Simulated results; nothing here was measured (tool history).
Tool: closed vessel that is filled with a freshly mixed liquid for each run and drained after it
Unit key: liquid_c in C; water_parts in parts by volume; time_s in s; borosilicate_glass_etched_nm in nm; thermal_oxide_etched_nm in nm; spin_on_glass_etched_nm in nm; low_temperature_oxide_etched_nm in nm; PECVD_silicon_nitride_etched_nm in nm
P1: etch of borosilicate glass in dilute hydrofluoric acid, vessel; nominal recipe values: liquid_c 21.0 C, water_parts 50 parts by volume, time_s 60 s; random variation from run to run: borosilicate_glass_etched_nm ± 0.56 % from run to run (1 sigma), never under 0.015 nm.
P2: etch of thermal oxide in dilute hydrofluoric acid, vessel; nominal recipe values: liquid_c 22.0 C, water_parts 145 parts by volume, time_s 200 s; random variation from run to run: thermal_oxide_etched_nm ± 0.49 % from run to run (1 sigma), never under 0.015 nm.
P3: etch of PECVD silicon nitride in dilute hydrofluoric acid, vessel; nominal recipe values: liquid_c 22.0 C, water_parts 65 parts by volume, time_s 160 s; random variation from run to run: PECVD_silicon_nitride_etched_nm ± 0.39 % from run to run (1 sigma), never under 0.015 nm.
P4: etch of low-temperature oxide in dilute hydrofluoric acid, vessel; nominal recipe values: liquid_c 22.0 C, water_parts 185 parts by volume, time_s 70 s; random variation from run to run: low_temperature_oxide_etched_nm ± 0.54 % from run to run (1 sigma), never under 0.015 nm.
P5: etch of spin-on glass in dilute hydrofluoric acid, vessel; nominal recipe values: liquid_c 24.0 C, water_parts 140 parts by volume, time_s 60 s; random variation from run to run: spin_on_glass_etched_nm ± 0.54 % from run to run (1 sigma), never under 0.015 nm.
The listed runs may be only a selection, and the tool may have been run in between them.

run,hour,process,liquid_c,water_parts,time_s,hours since the thermometer was replaced,hours since the hydrofluoric acid flow meter was replaced,borosilicate_glass_etched_nm,thermal_oxide_etched_nm,spin_on_glass_etched_nm,low_temperature_oxide_etched_nm,PECVD_silicon_nitride_etched_nm
1,5.8,P1,21.0,50,60,837.8,234.7,35.665,,,,
2,13.4,P1,21.0,70,60,845.4,242.3,24.873,,,,
3,22.1,P1,21.0,20,30,854.1,251.0,46.337,,,,
4,32.5,P1,21.0,20,60,864.5,261.4,91.292,,,,
5,38.7,P2,22.0,145,200,870.7,267.6,,5.3048,,,
6,45.6,P1,21.0,50,60,877.6,274.5,35.773,,,,
7,54.2,P1,21.0,50,60,886.2,283.1,35.836,,,,
8,61.2,P2,28.5,145,200,893.2,290.1,,6.8557,,,
9,68.5,P1,28.5,50,115,900.5,297.4,93.111,,,,
10,78.6,P5,24.0,140,60,910.6,307.5,,,15.175,,
11,86.2,P1,21.0,50,30,918.2,315.1,17.898,,,,
12,93.9,P1,21.0,50,60,925.9,322.8,35.860,,,,
13,100.3,P4,22.0,185,70,932.3,329.2,,,,5.4308,
# hour 101.4: thermometer replaced
14,106.1,P1,27.5,50,60,4.8,335.0,46.590,,,,
# hour 113.3: hydrofluoric acid flow meter replaced
15,114.6,P4,22.0,185,125,13.3,1.4,,,,9.6760,
16,120.2,P4,17.0,185,70,18.9,7.0,,,,4.4676,
17,128.6,P3,22.0,20,160,27.3,15.4,,,,,19.5500
18,134.0,P1,17.0,50,60,32.7,20.8,30.105,,,,
19,144.7,P5,24.0,40,60,43.4,31.5,,,59.281,,
20,150.1,P3,17.0,65,160,48.8,36.9,,,,,4.3735
21,161.8,P2,22.0,145,350,60.5,48.6,,9.4078,,,
22,169.1,P4,22.0,45,70,67.8,55.9,,,,26.4330,

The next listed run, before its measurement:
23,175.4,P1,21.0,50,95,74.1,62.2,?,,,,

borosilicate_glass_etched_nm: 55.826 nm

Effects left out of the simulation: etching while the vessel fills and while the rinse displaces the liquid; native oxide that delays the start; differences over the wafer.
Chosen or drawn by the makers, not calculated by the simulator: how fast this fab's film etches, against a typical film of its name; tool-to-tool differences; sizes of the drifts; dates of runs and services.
